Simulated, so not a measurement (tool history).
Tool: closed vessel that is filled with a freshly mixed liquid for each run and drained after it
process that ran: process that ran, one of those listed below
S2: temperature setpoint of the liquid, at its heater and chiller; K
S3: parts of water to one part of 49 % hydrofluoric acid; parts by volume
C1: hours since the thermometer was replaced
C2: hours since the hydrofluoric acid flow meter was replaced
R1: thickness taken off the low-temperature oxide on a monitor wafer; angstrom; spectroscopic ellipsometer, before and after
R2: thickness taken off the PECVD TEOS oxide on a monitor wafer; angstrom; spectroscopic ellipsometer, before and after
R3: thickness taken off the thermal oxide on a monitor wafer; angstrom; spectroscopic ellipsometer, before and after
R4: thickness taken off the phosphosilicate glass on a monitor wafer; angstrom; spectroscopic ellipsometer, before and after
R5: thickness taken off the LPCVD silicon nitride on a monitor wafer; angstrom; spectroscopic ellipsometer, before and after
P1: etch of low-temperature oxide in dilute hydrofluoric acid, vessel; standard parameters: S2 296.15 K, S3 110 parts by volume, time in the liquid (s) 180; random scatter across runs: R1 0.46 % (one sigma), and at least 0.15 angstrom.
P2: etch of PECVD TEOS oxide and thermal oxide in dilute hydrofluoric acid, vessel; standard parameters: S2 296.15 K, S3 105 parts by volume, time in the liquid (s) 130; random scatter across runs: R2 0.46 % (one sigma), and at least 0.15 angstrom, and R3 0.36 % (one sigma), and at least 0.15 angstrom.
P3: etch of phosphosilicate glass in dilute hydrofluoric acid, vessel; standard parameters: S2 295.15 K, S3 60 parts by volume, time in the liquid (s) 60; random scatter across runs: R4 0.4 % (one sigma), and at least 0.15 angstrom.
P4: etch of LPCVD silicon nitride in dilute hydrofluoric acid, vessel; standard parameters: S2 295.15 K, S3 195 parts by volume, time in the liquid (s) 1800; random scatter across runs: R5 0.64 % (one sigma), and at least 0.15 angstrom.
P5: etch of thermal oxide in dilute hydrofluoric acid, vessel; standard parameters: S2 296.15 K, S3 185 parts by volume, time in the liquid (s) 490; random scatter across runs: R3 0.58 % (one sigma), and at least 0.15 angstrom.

Run 1, hour 3.0: process that ran P1, S2 296.15 K, S3 110 parts by volume, time in the liquid (s) 180; C1 413.5; C2 395.7. Result: R1 236.340 angstrom.
Run 2, hour 7.8: process that ran P2, S2 296.15 K, S3 105 parts by volume, time in the liquid (s) 30; C1 418.3; C2 400.5. Result: R2 26.407 angstrom, R3 13.488 angstrom.
Run 3, hour 12.0: process that ran P3, S2 302.65 K, S3 60 parts by volume, time in the liquid (s) 60; C1 422.5; C2 404.7. Result: R4 2722.5 angstrom.
Run 4, hour 14.6: process that ran P1, S2 296.15 K, S3 30 parts by volume, time in the liquid (s) 180; C1 425.1; C2 407.3. Result: R1 964.950 angstrom.
Run 5, hour 17.2: process that ran P1, S2 296.15 K, S3 110 parts by volume, time in the liquid (s) 180; C1 427.7; C2 409.9. Result: R1 236.160 angstrom.
Run 6, hour 20.2: process that ran P1, S2 303.65 K, S3 110 parts by volume, time in the liquid (s) 180; C1 430.7; C2 412.9. Result: R1 313.850 angstrom.
Run 7, hour 24.5: process that ran P1, S2 296.15 K, S3 110 parts by volume, time in the liquid (s) 360; C1 435.0; C2 417.2. Result: R1 474.930 angstrom.
Run 8, hour 29.5: process that ran P5, S2 296.15 K, S3 80 parts by volume, time in the liquid (s) 490; C1 440.0; C2 422.2. Result: R3 283.840 angstrom.
Run 9, hour 34.7: process that ran P2, S2 296.15 K, S3 60 parts by volume, time in the liquid (s) 130; C1 445.2; C2 427.4. Result: R2 209.370 angstrom, R3 107.140 angstrom.
Run 10, hour 36.9: process that ran P1, S2 296.15 K, S3 175 parts by volume, time in the liquid (s) 300; C1 447.4; C2 429.6. Result: R1 230.320 angstrom.
Run 11, hour 40.0: process that ran P1, S2 296.15 K, S3 110 parts by volume, time in the liquid (s) 180; C1 450.5; C2 432.7. Result: R1 235.620 angstrom.
Run 12, hour 42.8: process that ran P4, S2 290.15 K, S3 195 parts by volume, time in the liquid (s) 1800; C1 453.3; C2 435.5. Result: R5 31.006 angstrom.
Run 13, hour 46.8: process that ran P4, S2 295.15 K, S3 195 parts by volume, time in the liquid (s) 1800; C1 457.3; C2 439.5. Result: R5 44.228 angstrom.
Run 14, hour 50.4: process that ran P4, S2 295.15 K, S3 310 parts by volume, time in the liquid (s) 1800; C1 460.9; C2 443.1. Result: R5 28.312 angstrom.
Run 15, hour 53.8: process that ran P1, S2 296.15 K, S3 110 parts by volume, time in the liquid (s) 180; C1 464.3; C2 446.5. Result: R1 237.300 angstrom.
Run 16, hour 58.9: process that ran P3, S2 295.15 K, S3 20 parts by volume, time in the liquid (s) 60; C1 469.4; C2 451.6. Result: R4 6346.4 angstrom.
Run 17, hour 61.7: process that ran P5, S2 290.15 K, S3 185 parts by volume, time in the liquid (s) 490; C1 472.2; C2 454.4. Result: R3 85.315 angstrom.
Run 18, hour 64.1: process that ran P3, S2 295.15 K, S3 60 parts by volume, time in the liquid (s) 60; C1 474.6; C2 456.8. Result: R4 2001.9 angstrom.
Run 19, hour 68.2: process that ran P1, S2 290.15 K, S3 110 parts by volume, time in the liquid (s) 180; C1 478.7; C2 460.9. Result: R1 186.600 angstrom.
Run 20, hour 71.2: process that ran P4, S2 295.15 K, S3 195 parts by volume, time in the liquid (s) 3065; C1 481.7; C2 463.9. Result: R5 74.583 angstrom.
At hour 72.1: thermometer replaced.
Run 21, hour 74.1: process that ran P1, S2 296.15 K, S3 110 parts by volume, time in the liquid (s) 180; C1 2.0; C2 466.8. Result: R1 238.150 angstrom.
Run 22, hour 78.0: process that ran P5, S2 296.15 K, S3 185 parts by volume, time in the liquid (s) 780; C1 5.9; C2 470.7. Result: R3 172.750 angstrom.
Run 23, hour 83.2: process that ran P2, S2 290.15 K, S3 105 parts by volume, time in the liquid (s) 130; C1 11.1; C2 475.9. Result: R2 88.601 angstrom, R3 45.118 angstrom.
Run 24, hour 86.0: process that ran P1, S2 296.15 K, S3 175 parts by volume, time in the liquid (s) 180; C1 13.9; C2 478.7. Result: R1 137.930 angstrom.
Run 25, hour 89.2: process that ran P1, S2 296.15 K, S3 110 parts by volume, time in the liquid (s) 75; C1 17.1; C2 481.9. Result: R1 98.894 angstrom.
Run 26, hour 93.6: process that ran P1, S2 296.15 K, S3 110 parts by volume, time in the liquid (s) 180; C1 21.5; C2 486.3. Result: R1 236.630 angstrom.
Run 27, hour 96.8: process that ran P3, S2 295.15 K, S3 60 parts by volume, time in the liquid (s) 30; C1 24.7; C2 489.5. Result: R4 1006.0 angstrom.
Run 28, hour 100.8: process that ran P2, S2 296.15 K, S3 105 parts by volume, time in the liquid (s) 130; C1 28.7; C2 493.5. Result: R2 112.930 angstrom, R3 58.219 angstrom.
Run 29, hour 105.4: process that ran P1, S2 296.15 K, S3 110 parts by volume, time in the liquid (s) 180; C1 33.3; C2 498.1. Result: R1 237.320 angstrom.
Run 30, hour 109.0: process that ran P5, S2 296.15 K, S3 185 parts by volume, time in the liquid (s) 490; C1 36.9; C2 501.7. Result: R3 107.790 angstrom.
Run 31, hour 112.5: process that ran P4, S2 295.15 K, S3 195 parts by volume, time in the liquid (s) 1800; C1 40.4; C2 505.2. Result: R5 44.038 angstrom.
Run 32, hour 117.5: process that ran P1, S2 290.15 K, S3 110 parts by volume, time in the liquid (s) 90; C1 45.4; C2 510.2. Result: R1 93.107 angstrom.
Run 33, hour 120.5: process that ran P2, S2 296.15 K, S3 105 parts by volume, time in the liquid (s) 130; C1 48.4; C2 513.2. Result: R2 113.970 angstrom, R3 57.486 angstrom.
Run 34, hour 123.6: process that ran P1, S2 296.15 K, S3 110 parts by volume, time in the liquid (s) 180; C1 51.5; C2 516.3. Result: R1 234.920 angstrom.
Run 35, hour 127.7: process that ran P1, S2 296.15 K, S3 110 parts by volume, time in the liquid (s) 180; C1 55.6; C2 520.4. Result: R1 230.890 angstrom.
Run 36, hour 132.5: process that ran P1, S2 296.15 K, S3 110 parts by volume, time in the liquid (s) 180; C1 60.4; C2 525.2. Result: R1 224.100 angstrom.
Run 37, hour 137.4: process that ran P1, S2 296.15 K, S3 110 parts by volume, time in the liquid (s) 180; C1 65.3; C2 530.1. Result: R1 223.370 angstrom.
Run 38, hour 139.9: process that ran P1, S2 296.15 K, S3 110 parts by volume, time in the liquid (s) 180; C1 67.8; C2 532.6. Result: R1 223.120 angstrom.

For run 39, what comes out?
Run 39, hour 143.3: process that ran P1, S2 296.15 K, S3 110 parts by volume, time in the liquid (s) 180; C1 71.2; C2 536.0. Result: R1 ?.

Run 39 came out at R1 223.550 angstrom.

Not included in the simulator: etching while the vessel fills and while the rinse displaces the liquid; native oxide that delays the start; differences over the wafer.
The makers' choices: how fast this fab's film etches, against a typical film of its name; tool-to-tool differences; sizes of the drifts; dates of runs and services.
